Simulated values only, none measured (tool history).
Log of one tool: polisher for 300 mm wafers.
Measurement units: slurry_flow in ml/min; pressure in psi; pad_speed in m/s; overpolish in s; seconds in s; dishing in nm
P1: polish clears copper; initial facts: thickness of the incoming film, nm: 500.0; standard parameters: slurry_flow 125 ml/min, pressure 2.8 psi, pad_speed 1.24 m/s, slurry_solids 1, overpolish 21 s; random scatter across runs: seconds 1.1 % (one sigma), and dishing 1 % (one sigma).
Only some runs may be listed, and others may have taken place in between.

run	hour	slurry_flow	pressure	pad_speed	slurry_solids	overpolish	wafers polished on this pad	hours since the slurry nozzle was cleaned	hours since the head pressure was calibrated	hours since the slurry blender was calibrated	seconds	dishing
1	6.8	125	2.8	1.24	1	21	436	222.8	942.8	262.5	126.58	42.191
2	13	125	1.3	1.24	1	21	470	229	949	268.7	273.44	23.936
3	18.4	125	2.8	1.24	1	21	500	234.4	954.4	274.1	124.37	43.111
4	21.7	125	2.8	1.24	1	40	518	237.7	957.7	277.4	124.32	58.269
5	29.1	75	2.8	1.24	1	21	558	245.1	965.1	284.8	139.85	38.848
6	33.3	125	3.6	1.24	1	21	581	249.3	969.3	289	95.971	50.368
7	37.5	125	2.8	1.24	1	21	605	253.5	973.5	293.2	125.6	43.432
8	44	125	2.8	1.9	1	21	640	260	980	299.7	81.152	53.859
9	49.5	125	2.8	1.24	1	10	670	265.5	985.5	305.2	125.73	25.448
10	56.3	125	2.8	1.24	1	21	708	272.3	992.3	312	123.97	42.606
11	62.4	125	2.8	0.62	1	21	741	278.4	998.4	318.1	251.68	26.326
12	65.7	125	2.8	1.24	1	21	760	281.7	1001.7	321.4	125.78	42.863
13	71	125	4.3	1.24	1	40	789	287	1007	326.7	81.771	68.879
14	75.6	125	2.8	1.24	0.65	21	814	291.6	1011.6	331.3	137.94	40.547
15	82.9	190	2.8	1.24	1	21	854	298.9	1018.9	338.6	115.18	43.839
16	89.1	125	2.8	1.24	1.35	21	888	305.1	1025.1	344.8	118.21	43.98
17	93.7	125	2.8	1.24	1	21	913	309.7	1029.7	349.4	123.51	42.355
18	99.8	125	2.8	1.24	1	21	947	315.8	1035.8	355.5	130.88	41.194
19	104.6	125	2.8	1.24	1	21	973	320.6	1040.6	360.3	132.52	41.465
20	110.6	125	2.8	1.24	1	21	1006	326.6	1046.6	366.3	135.52	40.785
21	117.4	125	2.8	1.24	1	21	1044	333.4	1053.4	373.1	139.92	40.105
# hour 119.7: head pressure recalibrated
# hour 122.9: slurry blender recalibrated
22	123.5	125	2.8	1.24	1	21	1077	339.5	3.8	0.6	138.06	40.232
23	127.4	125	2.8	1.24	1	21	1099	343.4	7.7	4.5	138.94	39.892
24	132.5	125	2.8	1.24	1	21	1127	348.5	12.8	9.6	137.69	40.139
25	137.5	125	2.8	1.24	1	21	1154	353.5	17.8	14.6	142.18	40.156
26	143.1	125	2.8	1.24	1	21	1185	359.1	23.4	20.2	139.77	39.665

The log shows P1 creeping away from where it was. Any of the 2 causes listed here, at the size stated for it, fits the log just as well as the others:
A: removal rate lost through wear of the pad, % = 10.4
B: slurry flow missing at the pad, % = 35.7
The process output started creeping at around hour 93.7.
Other possible causes, and why each is ruled out:
head's pressure below its setpoint, %: serviced at hour 119.7, after the drift had started, without restoring the earlier output
abrasive missing from the slurry, %: serviced at hour 122.9, after the drift had started, without restoring the earlier output

Of the 4 check runs below, each run on 2 wafers with the results averaged and each result still a question mark, which one would tell the listed causes apart?
check 1	148.7	125	2.8	1.88	1.3	21					?	?
check 2	148.7	125	2.1	1.24	1.15	21					?	?
check 3	148.7	125	1.7	1.24	1	21					?	?
check 4	148.7	75	1.4	1.24	1	21					?	?

Outcome of each check run for each possible cause:
check	result	if A	if B
check 1	seconds	87.199	87.225
check 1	dishing	51.77	51.763
check 2	seconds	181.08	181.13
check 2	dishing	32.911	32.905
check 3	seconds	230.54	230.61
check 3	dishing	27.279	27.273
check 4	seconds	319.29	338.85
check 4	dishing	20.987	20.014
Minimum pairwise separation of causes per check, each pair taken at its best-separating result: check 1 0.03 %; check 2 0.03 %; check 3 0.03 %; check 4 5.95 %
Only check 4 tells the causes apart: in the others they would give nearly the same result.

Check 4 has now been run. It gave: seconds 343.96 s; dishing 20.081 nm. Which of the candidate causes is it?

B is the cause: slurry flow missing at the pad, %.
